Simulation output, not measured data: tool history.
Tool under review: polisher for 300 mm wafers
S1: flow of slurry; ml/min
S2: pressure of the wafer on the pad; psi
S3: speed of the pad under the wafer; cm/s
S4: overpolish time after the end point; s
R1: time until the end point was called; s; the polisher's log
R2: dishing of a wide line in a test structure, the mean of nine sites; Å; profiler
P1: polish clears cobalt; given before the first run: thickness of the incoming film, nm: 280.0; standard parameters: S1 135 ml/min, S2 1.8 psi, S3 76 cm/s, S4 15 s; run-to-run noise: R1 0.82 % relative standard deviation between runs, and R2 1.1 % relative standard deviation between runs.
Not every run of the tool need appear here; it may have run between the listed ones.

| run | hour | S1 | S2 | S3 | S4 | R1 | R2 |
|---|---|---|---|---|---|---|---|
| 1 | 10.6 | 135 | 1.8 | 76 | 15 | 95.914 | 332.72 |
| 2 | 26.0 | 135 | 1.8 | 76 | 4 | 96.590 | 105.09 |
| 3 | 39.1 | 135 | 1.8 | 76 | 15 | 97.057 | 329.43 |
| 4 | 54.7 | 135 | 1.8 | 34 | 15 | 215.610 | 171.89 |
| 5 | 63.4 | 135 | 0.9 | 76 | 9 | 194.490 | 118.13 |
| 6 | 76.6 | 135 | 1.8 | 76 | 15 | 94.202 | 334.75 |
| 7 | 86.1 | 135 | 1.8 | 76 | 15 | 97.194 | 331.12 |
|  | 98.3 | slurry nozzle cleaned |
| 8 | 102.3 | 135 | 1.8 | 76 | 27 | 96.742 | 482.48 |
| 9 | 109.5 | 205 | 1.8 | 76 | 15 | 89.754 | 338.34 |
| 10 | 123.9 | 135 | 1.8 | 76 | 15 | 97.774 | 330.55 |
| 11 | 132.1 | 135 | 2.5 | 50 | 15 | 105.550 | 305.08 |
| 12 | 139.4 | 135 | 1.8 | 114 | 15 | 63.633 | 421.42 |
| 13 | 147.3 | 135 | 0.8 | 76 | 15 | 217.760 | 172.33 |
| 14 | 161.2 | 135 | 1.8 | 76 | 15 | 96.271 | 334.55 |
| 15 | 168.9 | 90 | 1.8 | 76 | 15 | 105.500 | 301.56 |
| 16 | 180.7 | 135 | 2.5 | 76 | 15 | 69.132 | 408.40 |
| 17 | 187.9 | 135 | 1.8 | 76 | 15 | 96.198 | 332.58 |
| 18 | 199.8 | 135 | 1.8 | 40 | 23 | 181.590 | 279.10 |

Run 19, settings as shown, results not yet in. Your forecast:
| 19 | 211.1 | 135 | 1.8 | 76 | 15 | ? | ? |

R1: 96.200 s
R2: 326.99 Å
